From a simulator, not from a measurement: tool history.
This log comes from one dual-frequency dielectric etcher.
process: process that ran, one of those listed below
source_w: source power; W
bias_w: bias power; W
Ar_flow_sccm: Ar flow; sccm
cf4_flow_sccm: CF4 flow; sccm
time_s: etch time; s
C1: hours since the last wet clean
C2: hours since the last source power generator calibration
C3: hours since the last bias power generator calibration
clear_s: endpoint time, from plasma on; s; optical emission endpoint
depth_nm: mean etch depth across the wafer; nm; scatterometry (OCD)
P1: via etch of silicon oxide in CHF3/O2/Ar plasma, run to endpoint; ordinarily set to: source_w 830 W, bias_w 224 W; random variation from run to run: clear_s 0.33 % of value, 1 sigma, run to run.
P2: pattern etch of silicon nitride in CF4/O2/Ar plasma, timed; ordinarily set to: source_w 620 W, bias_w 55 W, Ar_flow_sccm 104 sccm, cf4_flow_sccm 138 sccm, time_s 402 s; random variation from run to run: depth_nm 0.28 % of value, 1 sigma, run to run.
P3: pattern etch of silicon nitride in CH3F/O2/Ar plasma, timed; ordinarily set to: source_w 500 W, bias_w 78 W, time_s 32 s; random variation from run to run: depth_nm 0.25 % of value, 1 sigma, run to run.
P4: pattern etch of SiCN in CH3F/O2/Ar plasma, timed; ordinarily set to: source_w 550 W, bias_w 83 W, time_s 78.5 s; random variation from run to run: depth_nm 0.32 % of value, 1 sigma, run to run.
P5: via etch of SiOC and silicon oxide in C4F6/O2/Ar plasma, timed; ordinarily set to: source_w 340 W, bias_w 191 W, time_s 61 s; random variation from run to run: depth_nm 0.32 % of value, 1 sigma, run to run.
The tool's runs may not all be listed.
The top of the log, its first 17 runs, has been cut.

Run 18, day 7.571: process P2, source_w 620 W, bias_w 55 W, Ar_flow_sccm 104 sccm, cf4_flow_sccm 138 sccm, time_s 595 s; C1 542.4; C2 96.1; C3 763.4. Result: depth_nm 1436.8 nm.
Run 19, day 7.971: process P5, source_w 340 W, bias_w 191 W, time_s 90 s; C1 552; C2 105.7; C3 773. Result: depth_nm 98.699 nm.
Run 20, day 8.588: process P1, source_w 830 W, bias_w 224 W; C1 566.8; C2 120.5; C3 787.8. Result: clear_s 183.21 s.
Run 21, day 8.929: process P1, source_w 1010 W, bias_w 224 W; C1 575; C2 128.7; C3 796. Result: clear_s 168.94 s.
Run 22, day 9.308: process P3, source_w 500 W, bias_w 78 W, time_s 20 s; C1 584.1; C2 137.8; C3 805.1. Result: depth_nm 15.519 nm.
Run 23, day 9.871: process P1, source_w 830 W, bias_w 224 W; C1 597.6; C2 151.3; C3 818.6. Result: clear_s 183 s.
Run 24, day 10.196: process P2, source_w 440 W, bias_w 55 W, Ar_flow_sccm 104 sccm, cf4_flow_sccm 138 sccm, time_s 402 s; C1 605.4; C2 159.1; C3 826.4. Result: depth_nm 715.63 nm.
Run 25, day 10.646: process P2, source_w 620 W, bias_w 55 W, Ar_flow_sccm 104 sccm, cf4_flow_sccm 138 sccm, time_s 402 s; C1 616.2; C2 169.9; C3 837.2. Result: depth_nm 964.41 nm.
Run 26, day 10.933: process P5, source_w 340 W, bias_w 191 W, time_s 61 s; C1 623.1; C2 176.8; C3 844.1. Result: depth_nm 67.493 nm.
Run 27, day 11.354: process P3, source_w 500 W, bias_w 108 W, time_s 32 s; C1 633.2; C2 186.9; C3 854.2. Result: depth_nm 27.855 nm.
Run 28, day 11.792: process P4, source_w 330 W, bias_w 83 W, time_s 78.5 s; C1 643.7; C2 197.4; C3 864.7. Result: depth_nm 28.751 nm.
Run 29, day 12.254: process P5, source_w 340 W, bias_w 191 W, time_s 61 s; C1 654.8; C2 208.5; C3 875.8. Result: depth_nm 67.379 nm.
Run 30, day 12.538: process P1, source_w 830 W, bias_w 142 W; C1 661.6; C2 215.3; C3 882.6. Result: clear_s 211.46 s.
Run 31, day 12.846: process P1, source_w 490 W, bias_w 165 W; C1 669; C2 222.7; C3 890. Result: clear_s 247.42 s.
Run 32, day 13.404: process P4, source_w 550 W, bias_w 83 W, time_s 78.5 s; C1 682.4; C2 236.1; C3 903.4. Result: depth_nm 34.874 nm.
Run 33, day 13.742: process P2, source_w 620 W, bias_w 55 W, Ar_flow_sccm 134 sccm, cf4_flow_sccm 138 sccm, time_s 402 s; C1 690.5; C2 244.2; C3 911.5. Result: depth_nm 940.73 nm.

Expected results for the next run?
Run 34, day 14.1: process P1, source_w 830 W, bias_w 224 W; C1 699.1; C2 252.8; C3 920.1. Result: clear_s ?.

clear_s: 183.3 s
